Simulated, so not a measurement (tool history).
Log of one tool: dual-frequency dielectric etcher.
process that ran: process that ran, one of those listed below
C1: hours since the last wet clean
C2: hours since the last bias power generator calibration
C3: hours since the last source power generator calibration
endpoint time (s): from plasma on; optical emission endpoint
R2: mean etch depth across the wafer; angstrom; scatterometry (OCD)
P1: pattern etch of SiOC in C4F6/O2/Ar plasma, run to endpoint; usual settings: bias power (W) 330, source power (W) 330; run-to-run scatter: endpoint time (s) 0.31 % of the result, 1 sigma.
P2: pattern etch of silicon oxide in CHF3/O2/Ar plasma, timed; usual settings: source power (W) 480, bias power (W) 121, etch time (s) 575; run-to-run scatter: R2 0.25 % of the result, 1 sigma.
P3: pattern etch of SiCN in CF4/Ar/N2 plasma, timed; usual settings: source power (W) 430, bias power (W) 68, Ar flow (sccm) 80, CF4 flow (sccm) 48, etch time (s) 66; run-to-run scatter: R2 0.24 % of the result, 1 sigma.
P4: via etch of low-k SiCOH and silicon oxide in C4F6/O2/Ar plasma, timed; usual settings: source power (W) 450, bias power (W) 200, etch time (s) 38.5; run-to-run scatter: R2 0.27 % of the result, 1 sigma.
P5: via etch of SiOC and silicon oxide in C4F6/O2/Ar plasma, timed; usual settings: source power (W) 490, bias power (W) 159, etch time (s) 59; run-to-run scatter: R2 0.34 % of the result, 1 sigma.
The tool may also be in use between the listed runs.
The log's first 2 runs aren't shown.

{"run": 3, "hour": 16.3, "process that ran": "P1", "bias power (W)": 330, "source power (W)": 330, "C1": 148.5, "C2": 1162.5, "C3": 679, "endpoint time (s)": 20.861}
{"run": 4, "hour": 24.1, "process that ran": "P3", "bias power (W)": 68, "source power (W)": 430, "etch time (s)": 45, "Ar flow (sccm)": 80, "CF4 flow (sccm)": 48, "C1": 156.3, "C2": 1170.3, "C3": 686.8, "R2": 362.09}
{"run": 5, "hour": 28.6, "process that ran": "P1", "bias power (W)": 330, "source power (W)": 390, "C1": 160.8, "C2": 1174.8, "C3": 691.3, "endpoint time (s)": 19.521}
{"run": 6, "hour": 33.8, "process that ran": "P4", "bias power (W)": 200, "source power (W)": 450, "etch time (s)": 38.5, "C1": 166, "C2": 1180, "C3": 696.5, "R2": 1021.1}
{"run": 7, "hour": 42.3, "process that ran": "P2", "bias power (W)": 121, "source power (W)": 670, "etch time (s)": 575, "C1": 174.5, "C2": 1188.5, "C3": 705, "R2": 10342}
{"run": 8, "hour": 46.8, "process that ran": "P1", "bias power (W)": 238, "source power (W)": 330, "C1": 179, "C2": 1193, "C3": 709.5, "endpoint time (s)": 23.328}
{"hour": 49.0, "done": "bias power generator calibrated"}
{"run": 9, "hour": 52.0, "process that ran": "P1", "bias power (W)": 330, "source power (W)": 330, "C1": 184.2, "C2": 3, "C3": 714.7, "endpoint time (s)": 20.791}
{"run": 10, "hour": 56.4, "process that ran": "P3", "bias power (W)": 68, "source power (W)": 430, "etch time (s)": 66, "Ar flow (sccm)": 80, "CF4 flow (sccm)": 48, "C1": 188.6, "C2": 7.4, "C3": 719.1, "R2": 531.78}
{"run": 11, "hour": 60.5, "process that ran": "P2", "bias power (W)": 121, "source power (W)": 480, "etch time (s)": 723.5, "C1": 192.7, "C2": 11.5, "C3": 723.2, "R2": 11381}
{"run": 12, "hour": 66.8, "process that ran": "P4", "bias power (W)": 138, "source power (W)": 450, "etch time (s)": 38.5, "C1": 199, "C2": 17.8, "C3": 729.5, "R2": 909.18}
{"run": 13, "hour": 70.9, "process that ran": "P3", "bias power (W)": 68, "source power (W)": 430, "etch time (s)": 66, "Ar flow (sccm)": 111, "CF4 flow (sccm)": 48, "C1": 203.1, "C2": 21.9, "C3": 733.6, "R2": 502.84}
{"run": 14, "hour": 77.6, "process that ran": "P4", "bias power (W)": 200, "source power (W)": 450, "etch time (s)": 52.5, "C1": 209.8, "C2": 28.6, "C3": 740.3, "R2": 1394}
{"run": 15, "hour": 83.8, "process that ran": "P5", "bias power (W)": 159, "source power (W)": 290, "etch time (s)": 59, "C1": 216, "C2": 34.8, "C3": 746.5, "R2": 573.4}
{"run": 16, "hour": 88.1, "process that ran": "P3", "bias power (W)": 86, "source power (W)": 430, "etch time (s)": 66, "Ar flow (sccm)": 80, "CF4 flow (sccm)": 48, "C1": 220.3, "C2": 39.1, "C3": 750.8, "R2": 577.9}
{"run": 17, "hour": 94.4, "process that ran": "P1", "bias power (W)": 390, "source power (W)": 410, "C1": 226.6, "C2": 45.4, "C3": 757.1, "endpoint time (s)": 18.095}
{"run": 18, "hour": 102.0, "process that ran": "P1", "bias power (W)": 330, "source power (W)": 270, "C1": 234.2, "C2": 53, "C3": 764.7, "endpoint time (s)": 22.423}
{"run": 19, "hour": 106.5, "process that ran": "P1", "bias power (W)": 265, "source power (W)": 380, "C1": 238.7, "C2": 57.5, "C3": 769.2, "endpoint time (s)": 21.288}
{"run": 20, "hour": 111.1, "process that ran": "P4", "bias power (W)": 200, "source power (W)": 620, "etch time (s)": 38.5, "C1": 243.3, "C2": 62.1, "C3": 773.8, "R2": 1158.1}
{"run": 21, "hour": 116.7, "process that ran": "P3", "bias power (W)": 68, "source power (W)": 580, "etch time (s)": 66, "Ar flow (sccm)": 80, "CF4 flow (sccm)": 48, "C1": 248.9, "C2": 67.7, "C3": 779.4, "R2": 691.21}
{"run": 22, "hour": 121.3, "process that ran": "P3", "bias power (W)": 68, "source power (W)": 430, "etch time (s)": 66, "Ar flow (sccm)": 80, "CF4 flow (sccm)": 48, "C1": 253.5, "C2": 72.3, "C3": 784, "R2": 531.35}
{"run": 23, "hour": 129.5, "process that ran": "P3", "bias power (W)": 68, "source power (W)": 430, "etch time (s)": 66, "Ar flow (sccm)": 80, "CF4 flow (sccm)": 33, "C1": 261.7, "C2": 80.5, "C3": 792.2, "R2": 499.39}
{"run": 24, "hour": 138.3, "process that ran": "P2", "bias power (W)": 121, "source power (W)": 480, "etch time (s)": 575, "C1": 270.5, "C2": 89.3, "C3": 801, "R2": 9121.6}

Run 25 comes next. What will it give?
{"run": 25, "hour": 145.1, "process that ran": "P5", "bias power (W)": 159, "source power (W)": 490, "etch time (s)": 32.5, "C1": 277.3, "C2": 96.1, "C3": 807.8, "R2": "?"}

R2: 389.5 angstrom
